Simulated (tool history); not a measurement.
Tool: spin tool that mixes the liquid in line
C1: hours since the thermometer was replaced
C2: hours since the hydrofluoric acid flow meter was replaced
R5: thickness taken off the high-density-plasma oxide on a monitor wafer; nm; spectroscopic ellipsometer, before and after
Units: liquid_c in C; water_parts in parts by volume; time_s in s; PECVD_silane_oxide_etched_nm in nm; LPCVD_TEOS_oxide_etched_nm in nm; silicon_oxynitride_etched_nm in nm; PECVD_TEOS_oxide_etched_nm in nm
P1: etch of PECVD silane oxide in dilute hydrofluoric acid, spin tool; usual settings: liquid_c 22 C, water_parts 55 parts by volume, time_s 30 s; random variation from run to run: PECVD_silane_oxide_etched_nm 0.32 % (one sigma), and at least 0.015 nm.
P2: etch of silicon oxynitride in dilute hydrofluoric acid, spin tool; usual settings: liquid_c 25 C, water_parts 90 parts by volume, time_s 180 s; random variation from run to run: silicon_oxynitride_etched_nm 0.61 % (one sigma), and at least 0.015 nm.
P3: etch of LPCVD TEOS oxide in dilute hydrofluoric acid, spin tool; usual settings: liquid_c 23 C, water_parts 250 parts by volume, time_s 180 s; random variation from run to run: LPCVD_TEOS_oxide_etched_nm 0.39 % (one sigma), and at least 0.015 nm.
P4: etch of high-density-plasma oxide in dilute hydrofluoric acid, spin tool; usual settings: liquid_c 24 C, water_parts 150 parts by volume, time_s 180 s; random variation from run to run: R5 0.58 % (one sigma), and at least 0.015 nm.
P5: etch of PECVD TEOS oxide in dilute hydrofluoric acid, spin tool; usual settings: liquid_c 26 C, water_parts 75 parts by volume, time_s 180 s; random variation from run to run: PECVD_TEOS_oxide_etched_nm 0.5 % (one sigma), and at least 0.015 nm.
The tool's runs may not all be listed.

Run 1, hour 3.7: process P1, liquid_c 22 C, water_parts 55 parts by volume, time_s 30 s; C1 1263; C2 488.8. Result: PECVD_silane_oxide_etched_nm 27.034 nm.
Run 2, hour 7.2: process P3, liquid_c 30.5 C, water_parts 250 parts by volume, time_s 180 s; C1 1266.5; C2 492.3. Result: LPCVD_TEOS_oxide_etched_nm 18.389 nm.
Run 3, hour 10.8: process P2, liquid_c 25 C, water_parts 90 parts by volume, time_s 180 s; C1 1270.1; C2 495.9. Result: silicon_oxynitride_etched_nm 3.4034 nm.
Run 4, hour 15.5: process P1, liquid_c 22 C, water_parts 55 parts by volume, time_s 45 s; C1 1274.8; C2 500.6. Result: PECVD_silane_oxide_etched_nm 40.41 nm.
Run 5, hour 19.2: process P3, liquid_c 23 C, water_parts 250 parts by volume, time_s 180 s; C1 1278.5; C2 504.3. Result: LPCVD_TEOS_oxide_etched_nm 14.071 nm.
Run 6, hour 21.4: process P5, liquid_c 26 C, water_parts 75 parts by volume, time_s 180 s; C1 1280.7; C2 506.5. Result: PECVD_TEOS_oxide_etched_nm 41.271 nm.
Run 7, hour 23.5: process P1, liquid_c 22 C, water_parts 20 parts by volume, time_s 30 s; C1 1282.8; C2 508.6. Result: PECVD_silane_oxide_etched_nm 77.279 nm.
Run 8, hour 27.3: process P2, liquid_c 25 C, water_parts 145 parts by volume, time_s 180 s; C1 1286.6; C2 512.4. Result: silicon_oxynitride_etched_nm 2.0092 nm.
Run 9, hour 30.3: process P5, liquid_c 26 C, water_parts 75 parts by volume, time_s 260 s; C1 1289.6; C2 515.4. Result: PECVD_TEOS_oxide_etched_nm 58.886 nm.
Run 10, hour 33.6: process P4, liquid_c 17 C, water_parts 150 parts by volume, time_s 180 s; C1 1292.9; C2 518.7. Result: R5 4.432 nm.
Run 11, hour 35.8: process P4, liquid_c 24 C, water_parts 150 parts by volume, time_s 285 s; C1 1295.1; C2 520.9. Result: R5 9.2513 nm.
Run 12, hour 38.4: process P1, liquid_c 22 C, water_parts 100 parts by volume, time_s 30 s; C1 1297.7; C2 523.5. Result: PECVD_silane_oxide_etched_nm 14.039 nm.
Run 13, hour 42.2: process P3, liquid_c 23 C, water_parts 420 parts by volume, time_s 180 s; C1 1301.5; C2 527.3. Result: LPCVD_TEOS_oxide_etched_nm 7.2463 nm.
Run 14, hour 46.4: process P3, liquid_c 23 C, water_parts 250 parts by volume, time_s 345 s; C1 1305.7; C2 531.5. Result: LPCVD_TEOS_oxide_etched_nm 27.23 nm.
Run 15, hour 48.7: process P1, liquid_c 22 C, water_parts 55 parts by volume, time_s 30 s; C1 1308; C2 533.8. Result: PECVD_silane_oxide_etched_nm 26.717 nm.
Run 16, hour 52.6: process P1, liquid_c 27.5 C, water_parts 20 parts by volume, time_s 30 s; C1 1311.9; C2 537.7. Result: PECVD_silane_oxide_etched_nm 97.486 nm.
Run 17, hour 56.3: process P5, liquid_c 26 C, water_parts 25 parts by volume, time_s 180 s; C1 1315.6; C2 541.4. Result: PECVD_TEOS_oxide_etched_nm 133.48 nm.
Run 18, hour 59.6: process P2, liquid_c 25 C, water_parts 90 parts by volume, time_s 60 s; C1 1318.9; C2 544.7. Result: silicon_oxynitride_etched_nm 1.1421 nm.
Run 19, hour 63.5: process P1, liquid_c 22 C, water_parts 55 parts by volume, time_s 30 s; C1 1322.8; C2 548.6. Result: PECVD_silane_oxide_etched_nm 26.918 nm.
Run 20, hour 67.5: process P4, liquid_c 24 C, water_parts 150 parts by volume, time_s 180 s; C1 1326.8; C2 552.6. Result: R5 5.8759 nm.
Run 21, hour 71.5: process P5, liquid_c 32.5 C, water_parts 75 parts by volume, time_s 180 s; C1 1330.8; C2 556.6. Result: PECVD_TEOS_oxide_etched_nm 52.807 nm.
Run 22, hour 74.9: process P1, liquid_c 26.5 C, water_parts 55 parts by volume, time_s 30 s; C1 1334.2; C2 560. Result: PECVD_silane_oxide_etched_nm 32.339 nm.
Run 23, hour 78.5: process P1, liquid_c 22 C, water_parts 55 parts by volume, time_s 15 s; C1 1337.8; C2 563.6. Result: PECVD_silane_oxide_etched_nm 13.434 nm.
Run 24, hour 80.9: process P4, liquid_c 24 C, water_parts 65 parts by volume, time_s 180 s; C1 1340.2; C2 566. Result: R5 15 nm.
Run 25, hour 83.5: process P1, liquid_c 17.5 C, water_parts 55 parts by volume, time_s 30 s; C1 1342.8; C2 568.6. Result: PECVD_silane_oxide_etched_nm 22.197 nm.
Run 26, hour 87.3: process P1, liquid_c 26.5 C, water_parts 100 parts by volume, time_s 30 s; C1 1346.6; C2 572.4. Result: PECVD_silane_oxide_etched_nm 16.704 nm.
Run 27, hour 89.7: process P1, liquid_c 22 C, water_parts 55 parts by volume, time_s 30 s; C1 1349; C2 574.8. Result: PECVD_silane_oxide_etched_nm 26.824 nm.
Run 28, hour 93.9: process P2, liquid_c 31.5 C, water_parts 90 parts by volume, time_s 180 s; C1 1353.2; C2 579. Result: silicon_oxynitride_etched_nm 4.6099 nm.
Run 29, hour 97.4: process P1, liquid_c 22 C, water_parts 55 parts by volume, time_s 30 s; C1 1356.7; C2 582.5. Result: PECVD_silane_oxide_etched_nm 26.893 nm.
Run 30, hour 101.1: process P4, liquid_c 24 C, water_parts 150 parts by volume, time_s 180 s; C1 1360.4; C2 586.2. Result: R5 5.89 nm.
Run 31, hour 103.7: process P1, liquid_c 22 C, water_parts 55 parts by volume, time_s 30 s; C1 1363; C2 588.8. Result: PECVD_silane_oxide_etched_nm 26.998 nm.
Run 32, hour 107: process P1, liquid_c 22 C, water_parts 55 parts by volume, time_s 30 s; C1 1366.3; C2 592.1. Result: PECVD_silane_oxide_etched_nm 27.413 nm.
Run 33, hour 111.3: process P1, liquid_c 22 C, water_parts 55 parts by volume, time_s 30 s; C1 1370.6; C2 596.4. Result: PECVD_silane_oxide_etched_nm 28.063 nm.
Run 34, hour 114.2: process P1, liquid_c 22 C, water_parts 55 parts by volume, time_s 30 s; C1 1373.5; C2 599.3. Result: PECVD_silane_oxide_etched_nm 28.234 nm.
Run 35, hour 117.4: process P1, liquid_c 22 C, water_parts 55 parts by volume, time_s 30 s; C1 1376.7; C2 602.5. Result: PECVD_silane_oxide_etched_nm 28.251 nm.
Run 36, hour 120.3: process P1, liquid_c 22 C, water_parts 55 parts by volume, time_s 30 s; C1 1379.6; C2 605.4. Result: PECVD_silane_oxide_etched_nm 28.43 nm.
Run 37, hour 122.9: process P1, liquid_c 22 C, water_parts 55 parts by volume, time_s 30 s; C1 1382.2; C2 608. Result: PECVD_silane_oxide_etched_nm 28.609 nm.
Run 38, hour 125.2: process P1, liquid_c 22 C, water_parts 55 parts by volume, time_s 30 s; C1 1384.5; C2 610.3. Result: PECVD_silane_oxide_etched_nm 28.706 nm.
Run 39, hour 129.2: process P1, liquid_c 22 C, water_parts 55 parts by volume, time_s 30 s; C1 1388.5; C2 614.3. Result: PECVD_silane_oxide_etched_nm 28.856 nm.
Run 40, hour 133.2: process P1, liquid_c 22 C, water_parts 55 parts by volume, time_s 30 s; C1 1392.5; C2 618.3. Result: PECVD_silane_oxide_etched_nm 28.772 nm.
Run 41, hour 136.3: process P1, liquid_c 22 C, water_parts 55 parts by volume, time_s 30 s; C1 1395.6; C2 621.4. Result: PECVD_silane_oxide_etched_nm 28.869 nm.

What P1 gives has crept away from where it was. These 2 causes fit the log equally well, each at the size given:
A: hydrofluoric acid flow above the setpoint (%) = 6.25
B: liquid hotter than its thermometer reads (K) = 1.57
The creep began at about hour 103.7.

4 check runs are offered, one wafer each, their results left as question marks. Which one tells the causes apart?
Run check 1, hour 139.4: process P3, liquid_c 23 C, water_parts 415 parts by volume, time_s 315 s. Result: LPCVD_TEOS_oxide_etched_nm ?.
Run check 2, hour 139.4: process P5, liquid_c 32 C, water_parts 40 parts by volume, time_s 180 s. Result: PECVD_TEOS_oxide_etched_nm ?.
Run check 3, hour 139.4: process P4, liquid_c 17.5 C, water_parts 70 parts by volume, time_s 180 s. Result: R5 ?.
Run check 4, hour 139.4: process P2, liquid_c 30.5 C, water_parts 90 parts by volume, time_s 110 s. Result: silicon_oxynitride_etched_nm ?.

What each check would give under each cause:
  check                        result    if A    if B
check 1    LPCVD_TEOS_oxide_etched_nm  13.947  13.526
check 2    PECVD_TEOS_oxide_etched_nm  109.92  109.53
check 3                            R5  11.248  11.265
check 4  silicon_oxynitride_etched_nm  2.8694  2.8808
How far apart the two closest causes lie, in the result that separates them most: check 1 3.07 %; check 2 0.35 %; check 3 0.15 %; check 4 0.4 %
Check 1 tells the causes apart: in the others they would give nearly the same result.

Then check 1 was run and gave: LPCVD_TEOS_oxide_etched_nm 13.56 nm. Which cause is it?

It is B: liquid hotter than its thermometer reads (K).

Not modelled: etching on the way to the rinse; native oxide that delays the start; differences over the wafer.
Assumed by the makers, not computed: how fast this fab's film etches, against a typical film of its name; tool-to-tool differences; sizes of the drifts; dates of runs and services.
